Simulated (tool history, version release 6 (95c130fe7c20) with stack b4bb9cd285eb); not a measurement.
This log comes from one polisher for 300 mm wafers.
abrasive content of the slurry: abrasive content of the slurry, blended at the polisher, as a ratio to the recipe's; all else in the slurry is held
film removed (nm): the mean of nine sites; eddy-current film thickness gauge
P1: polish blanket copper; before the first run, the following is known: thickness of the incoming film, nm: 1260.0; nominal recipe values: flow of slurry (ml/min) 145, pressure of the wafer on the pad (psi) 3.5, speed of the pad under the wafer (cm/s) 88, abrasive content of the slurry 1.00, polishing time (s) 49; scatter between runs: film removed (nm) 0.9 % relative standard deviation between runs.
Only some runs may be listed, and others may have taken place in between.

| run | hour | flow of slurry (ml/min) | pressure of the wafer on the pad (psi) | speed of the pad under the wafer (cm/s) | abrasive content of the slurry | polishing time (s) | wafers polished on this pad | hours since the slurry nozzle was cleaned | hours since the head pressure was calibrated | hours since the slurry blender was calibrated | film removed (nm) |
|---|---|---|---|---|---|---|---|---|---|---|---|
| 1 | 10.5 | 145 | 3.5 | 88 | 1.00 | 49 | 822 | 636.0 | 68.5 | 181.7 | 139.980 |
| 2 | 24.6 | 145 | 5.5 | 88 | 1.00 | 49 | 905 | 650.1 | 82.6 | 195.8 | 215.330 |
| 3 | 31.7 | 145 | 3.5 | 88 | 1.00 | 49 | 947 | 657.2 | 89.7 | 202.9 | 139.420 |
| 4 | 41.4 | 90 | 3.5 | 88 | 1.00 | 49 | 1005 | 666.9 | 99.4 | 212.6 | 127.100 |
| 5 | 53.0 | 145 | 3.5 | 88 | 1.00 | 49 | 1073 | 678.5 | 111.0 | 224.2 | 139.340 |
| 6 | 65.4 | 145 | 3.5 | 88 | 1.00 | 49 | 1147 | 690.9 | 123.4 | 236.6 | 139.640 |
| 7 | 77.3 | 145 | 1.6 | 88 | 1.00 | 49 | 1217 | 702.8 | 135.3 | 248.5 | 63.656 |
| 8 | 86.7 | 225 | 3.5 | 88 | 1.00 | 49 | 1273 | 712.2 | 144.7 | 257.9 | 151.310 |
| 9 | 97.2 | 145 | 3.5 | 88 | 1.00 | 49 | 1335 | 722.7 | 155.2 | 268.4 | 138.390 |
| 10 | 103.9 | 145 | 3.5 | 88 | 1.00 | 72 | 1374 | 729.4 | 161.9 | 275.1 | 205.170 |
| 11 | 115.6 | 145 | 3.5 | 88 | 1.00 | 49 | 1443 | 741.1 | 173.6 | 286.8 | 138.770 |
| 12 | 126.3 | 145 | 3.5 | 42 | 1.00 | 49 | 1507 | 751.8 | 184.3 | 297.5 | 67.192 |
| 13 | 133.5 | 145 | 3.5 | 88 | 0.70 | 49 | 1549 | 759.0 | 191.5 | 304.7 | 131.220 |
| 14 | 147.2 | 145 | 3.5 | 126 | 1.00 | 49 | 1630 | 772.7 | 205.2 | 318.4 | 197.470 |
| 15 | 153.7 | 145 | 3.5 | 88 | 1.50 | 49 | 1669 | 779.2 | 211.7 | 324.9 | 153.630 |
| 16 | 160.4 | 145 | 3.5 | 88 | 1.00 | 25 | 1708 | 785.9 | 218.4 | 331.6 | 72.330 |
| 17 | 168.8 | 145 | 4.7 | 88 | 1.35 | 49 | 1758 | 794.3 | 226.8 | 340.0 | 199.200 |
| 18 | 179.0 | 145 | 3.5 | 88 | 1.00 | 49 | 1818 | 804.5 | 237.0 | 350.2 | 139.010 |
| 19 | 190.7 | 105 | 3.5 | 134 | 1.00 | 49 | 1887 | 816.2 | 248.7 | 361.9 | 200.690 |

Estimate the outcome of run 20 from the log above:
| 20 | 200.8 | 145 | 3.5 | 88 | 1.00 | 49 | 1947 | 826.3 | 258.8 | 372.0 | ? |

Run 20 produced film removed (nm) 139.150.

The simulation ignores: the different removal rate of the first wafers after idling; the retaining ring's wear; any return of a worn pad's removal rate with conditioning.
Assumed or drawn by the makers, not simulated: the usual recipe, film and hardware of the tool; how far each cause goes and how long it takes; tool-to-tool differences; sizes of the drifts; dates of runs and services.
